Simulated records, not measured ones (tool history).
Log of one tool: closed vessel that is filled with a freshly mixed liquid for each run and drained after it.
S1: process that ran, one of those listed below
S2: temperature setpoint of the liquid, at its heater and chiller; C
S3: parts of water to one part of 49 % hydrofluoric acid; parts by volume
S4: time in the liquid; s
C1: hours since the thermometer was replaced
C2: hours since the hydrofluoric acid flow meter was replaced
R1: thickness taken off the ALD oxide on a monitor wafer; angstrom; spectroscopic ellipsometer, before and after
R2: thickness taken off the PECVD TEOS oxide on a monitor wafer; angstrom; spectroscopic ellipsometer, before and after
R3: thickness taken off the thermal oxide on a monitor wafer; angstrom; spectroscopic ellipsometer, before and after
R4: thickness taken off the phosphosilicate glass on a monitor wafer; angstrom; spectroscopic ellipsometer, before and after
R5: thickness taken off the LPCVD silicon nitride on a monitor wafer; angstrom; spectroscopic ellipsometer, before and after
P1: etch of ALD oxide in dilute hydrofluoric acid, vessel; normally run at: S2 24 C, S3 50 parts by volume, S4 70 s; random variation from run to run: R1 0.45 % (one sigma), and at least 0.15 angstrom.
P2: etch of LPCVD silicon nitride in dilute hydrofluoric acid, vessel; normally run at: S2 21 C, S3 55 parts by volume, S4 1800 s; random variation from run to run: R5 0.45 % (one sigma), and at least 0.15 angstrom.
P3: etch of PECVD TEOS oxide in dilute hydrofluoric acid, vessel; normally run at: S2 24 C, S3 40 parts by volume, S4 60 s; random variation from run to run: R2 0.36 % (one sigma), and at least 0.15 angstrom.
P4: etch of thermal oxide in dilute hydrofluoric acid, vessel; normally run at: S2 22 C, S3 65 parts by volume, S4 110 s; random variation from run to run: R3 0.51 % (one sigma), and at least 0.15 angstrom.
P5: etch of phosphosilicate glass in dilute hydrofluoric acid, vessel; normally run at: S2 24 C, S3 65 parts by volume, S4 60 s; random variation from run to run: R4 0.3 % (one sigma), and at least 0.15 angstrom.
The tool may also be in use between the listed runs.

{"run": 1, "hour": 8.1, "S1": "P1", "S2": 24, "S3": 50, "S4": 70, "C1": 2145.6, "C2": 450.9, "R1": 272.06}
{"run": 2, "hour": 18.4, "S1": "P1", "S2": 19.5, "S3": 50, "S4": 70, "C1": 2155.9, "C2": 461.2, "R1": 224.41}
{"run": 3, "hour": 31.3, "S1": "P1", "S2": 24, "S3": 50, "S4": 70, "C1": 2168.8, "C2": 474.1, "R1": 270.94}
{"run": 4, "hour": 41.5, "S1": "P3", "S2": 24, "S3": 40, "S4": 110, "C1": 2179, "C2": 484.3, "R2": 846.52}
{"run": 5, "hour": 54.4, "S1": "P1", "S2": 24, "S3": 50, "S4": 30, "C1": 2191.9, "C2": 497.2, "R1": 116.1}
{"run": 6, "hour": 62.7, "S1": "P1", "S2": 24, "S3": 50, "S4": 70, "C1": 2200.2, "C2": 505.5, "R1": 269.42}
{"run": 7, "hour": 69.8, "S1": "P4", "S2": 22, "S3": 110, "S4": 110, "C1": 2207.3, "C2": 512.6, "R3": 43.632}
{"run": 8, "hour": 78.1, "S1": "P5", "S2": 24, "S3": 65, "S4": 60, "C1": 2215.6, "C2": 520.9, "R4": 586.75}
{"run": 9, "hour": 90.7, "S1": "P1", "S2": 24, "S3": 50, "S4": 70, "C1": 2228.2, "C2": 533.5, "R1": 269.57}
{"run": 10, "hour": 98.2, "S1": "P1", "S2": 24, "S3": 80, "S4": 70, "C1": 2235.7, "C2": 541, "R1": 162.71}
{"run": 11, "hour": 107.3, "S1": "P5", "S2": 24, "S3": 20, "S4": 60, "C1": 2244.8, "C2": 550.1, "R4": 2030.4}
{"run": 12, "hour": 120.6, "S1": "P2", "S2": 28, "S3": 55, "S4": 1800, "C1": 2258.1, "C2": 563.4, "R5": 208.13}
{"run": 13, "hour": 127.7, "S1": "P5", "S2": 17.5, "S3": 65, "S4": 60, "C1": 2265.2, "C2": 570.5, "R4": 449.33}
{"run": 14, "hour": 136.8, "S1": "P1", "S2": 28.5, "S3": 50, "S4": 105, "C1": 2274.3, "C2": 579.6, "R1": 489.27}
{"run": 15, "hour": 145.0, "S1": "P4", "S2": 22, "S3": 65, "S4": 170, "C1": 2282.5, "C2": 587.8, "R3": 120.33}
{"run": 16, "hour": 154.9, "S1": "P4", "S2": 22, "S3": 65, "S4": 110, "C1": 2292.4, "C2": 597.7, "R3": 77.695}
{"run": 17, "hour": 161.3, "S1": "P1", "S2": 24, "S3": 20, "S4": 70, "C1": 2298.8, "C2": 604.1, "R1": 706.27}
{"run": 18, "hour": 171.7, "S1": "P1", "S2": 17, "S3": 30, "S4": 70, "C1": 2309.2, "C2": 614.5, "R1": 341.17}
{"run": 19, "hour": 181.5, "S1": "P4", "S2": 22, "S3": 65, "S4": 110, "C1": 2319, "C2": 624.3, "R3": 78.124}
{"run": 20, "hour": 194.0, "S1": "P4", "S2": 26, "S3": 65, "S4": 110, "C1": 2331.5, "C2": 636.8, "R3": 91.595}
{"run": 21, "hour": 204.7, "S1": "P5", "S2": 24, "S3": 65, "S4": 95, "C1": 2342.2, "C2": 647.5, "R4": 933.52}
{"run": 22, "hour": 215.0, "S1": "P5", "S2": 24, "S3": 65, "S4": 60, "C1": 2352.5, "C2": 657.8, "R4": 589.7}
{"run": 23, "hour": 227.1, "S1": "P2", "S2": 21, "S3": 20, "S4": 1800, "C1": 2364.6, "C2": 669.9, "R5": 346.08}
{"run": 24, "hour": 240.3, "S1": "P3", "S2": 24, "S3": 70, "S4": 60, "C1": 2377.8, "C2": 683.1, "R2": 251.94}
{"run": 25, "hour": 249.5, "S1": "P3", "S2": 31, "S3": 40, "S4": 60, "C1": 2387, "C2": 692.3, "R2": 609.78}
{"run": 26, "hour": 255.8, "S1": "P2", "S2": 21, "S3": 55, "S4": 860, "C1": 2393.3, "C2": 698.6, "R5": 61.361}
{"run": 27, "hour": 265.1, "S1": "P1", "S2": 24, "S3": 50, "S4": 115, "C1": 2402.6, "C2": 707.9, "R1": 446.43}
{"run": 28, "hour": 272.5, "S1": "P2", "S2": 21, "S3": 55, "S4": 1800, "C1": 2410, "C2": 715.3, "R5": 130.41}
{"run": 29, "hour": 280.7, "S1": "P1", "S2": 30.5, "S3": 50, "S4": 70, "C1": 2418.2, "C2": 723.5, "R1": 351.62}
{"run": 30, "hour": 288.5, "S1": "P3", "S2": 24, "S3": 40, "S4": 60, "C1": 2426, "C2": 731.3, "R2": 457.55}
{"run": 31, "hour": 298.7, "S1": "P1", "S2": 24, "S3": 50, "S4": 70, "C1": 2436.2, "C2": 741.5, "R1": 271.89}
{"run": 32, "hour": 308.4, "S1": "P1", "S2": 24, "S3": 50, "S4": 70, "C1": 2445.9, "C2": 751.2, "R1": 280.87}
{"run": 33, "hour": 319.6, "S1": "P1", "S2": 24, "S3": 50, "S4": 70, "C1": 2457.1, "C2": 762.4, "R1": 286.34}
{"run": 34, "hour": 326.1, "S1": "P1", "S2": 24, "S3": 50, "S4": 70, "C1": 2463.6, "C2": 768.9, "R1": 289.53}
{"run": 35, "hour": 332.1, "S1": "P1", "S2": 24, "S3": 50, "S4": 70, "C1": 2469.6, "C2": 774.9, "R1": 291.5}
{"run": 36, "hour": 343.8, "S1": "P1", "S2": 24, "S3": 50, "S4": 70, "C1": 2481.3, "C2": 786.6, "R1": 291.83}
{"run": 37, "hour": 356.0, "S1": "P1", "S2": 24, "S3": 50, "S4": 70, "C1": 2493.5, "C2": 798.8, "R1": 288}

What P1 gives has crept away from where it was. These 2 causes fit the log equally well, each at the size given:
A: liquid hotter than its thermometer reads (K) = 1.63
B: hydrofluoric acid flow above the setpoint (%) = 6.46
The creep began at about hour 298.7.

4 check runs are offered, one wafer each, their results left as question marks. Which one tells the causes apart?
{"run": "check 1", "hour": 368.2, "S1": "P4", "S2": 22, "S3": 65, "S4": 110, "R3": "?"}
{"run": "check 2", "hour": 368.2, "S1": "P2", "S2": 21, "S3": 55, "S4": 1800, "R5": "?"}
{"run": "check 3", "hour": 368.2, "S1": "P5", "S2": 24, "S3": 65, "S4": 60, "R4": "?"}
{"run": "check 4", "hour": 368.2, "S1": "P3", "S2": 24, "S3": 40, "S4": 60, "R2": "?"}

What each check would give under each cause:
check=check_1 result=R3 if_A=83.178 if_B=83.216
check=check_2 result=R5 if_A=145.43 if_B=138.28
check=check_3 result=R4 if_A=629.22 if_B=630.36
check=check_4 result=R2 if_A=492.62 if_B=491.99
How far apart the two closest causes lie, in the result that separates them most: check 1 0.05 %; check 2 5.04 %; check 3 0.18 %; check 4 0.13 %
Check 2 tells the causes apart: in the others they would give nearly the same result.

Then check 2 was run and gave: R5 145.46 angstrom. Which cause is it?

It is A: liquid hotter than its thermometer reads (K).
